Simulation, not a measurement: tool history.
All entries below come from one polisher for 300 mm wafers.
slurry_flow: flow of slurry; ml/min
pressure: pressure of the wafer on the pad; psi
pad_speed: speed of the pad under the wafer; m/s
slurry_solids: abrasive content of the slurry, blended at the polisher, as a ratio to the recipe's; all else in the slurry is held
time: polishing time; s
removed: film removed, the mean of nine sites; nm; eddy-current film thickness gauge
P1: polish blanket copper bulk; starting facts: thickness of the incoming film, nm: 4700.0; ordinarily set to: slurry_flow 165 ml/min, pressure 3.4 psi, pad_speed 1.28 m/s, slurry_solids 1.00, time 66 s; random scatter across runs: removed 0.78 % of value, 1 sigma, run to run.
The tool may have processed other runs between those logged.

| run | hour | slurry_flow | pressure | pad_speed | slurry_solids | time | removed |
|---|---|---|---|---|---|---|---|
| 1 | 16.4 | 165 | 3.4 | 1.28 | 1.00 | 66 | 886.08 |
| 2 | 31.4 | 165 | 3.4 | 1.28 | 1.35 | 66 | 966.21 |
| 3 | 46.7 | 165 | 3.4 | 1.28 | 0.55 | 66 | 806.85 |
| 4 | 59.5 | 165 | 3.4 | 0.58 | 1.00 | 30 | 187.22 |
| 5 | 72.6 | 165 | 2.0 | 1.28 | 1.00 | 66 | 536.77 |
| 6 | 91.6 | 115 | 3.4 | 1.28 | 1.00 | 66 | 852.06 |
| 7 | 100.3 | 165 | 3.4 | 0.62 | 1.00 | 66 | 434.90 |
| 8 | 115.5 | 165 | 2.1 | 1.28 | 1.30 | 66 | 592.66 |
| 9 | 132.1 | 235 | 3.4 | 1.94 | 1.00 | 66 | 1439.60 |
| 10 | 141.5 | 165 | 3.4 | 1.28 | 1.00 | 66 | 908.83 |
| 11 | 156.0 | 255 | 3.4 | 1.28 | 1.00 | 66 | 947.74 |
| 12 | 166.0 | 165 | 3.4 | 1.28 | 1.00 | 66 | 904.17 |
| 13 | 176.9 | 165 | 3.4 | 1.28 | 1.00 | 90 | 1232.60 |
| 14 | 195.5 | 165 | 4.6 | 1.28 | 1.00 | 66 | 1225.70 |
| 15 | 210.3 | 165 | 3.4 | 1.28 | 1.00 | 30 | 411.42 |
| 16 | 220.9 | 165 | 3.4 | 1.70 | 1.00 | 66 | 1196.50 |
| 17 | 232.6 | 165 | 3.4 | 1.28 | 1.00 | 66 | 903.96 |
| 18 | 241.4 | 165 | 3.4 | 1.28 | 1.00 | 66 | 894.08 |
| 19 | 260.8 | 165 | 3.4 | 1.28 | 1.00 | 66 | 882.90 |
| 20 | 278.5 | 165 | 3.4 | 1.28 | 1.00 | 66 | 855.41 |

Expected results for the next run?
| 21 | 293.8 | 165 | 3.4 | 1.28 | 1.00 | 66 | ? |

Logged for run 21: removed 848.07 nm.

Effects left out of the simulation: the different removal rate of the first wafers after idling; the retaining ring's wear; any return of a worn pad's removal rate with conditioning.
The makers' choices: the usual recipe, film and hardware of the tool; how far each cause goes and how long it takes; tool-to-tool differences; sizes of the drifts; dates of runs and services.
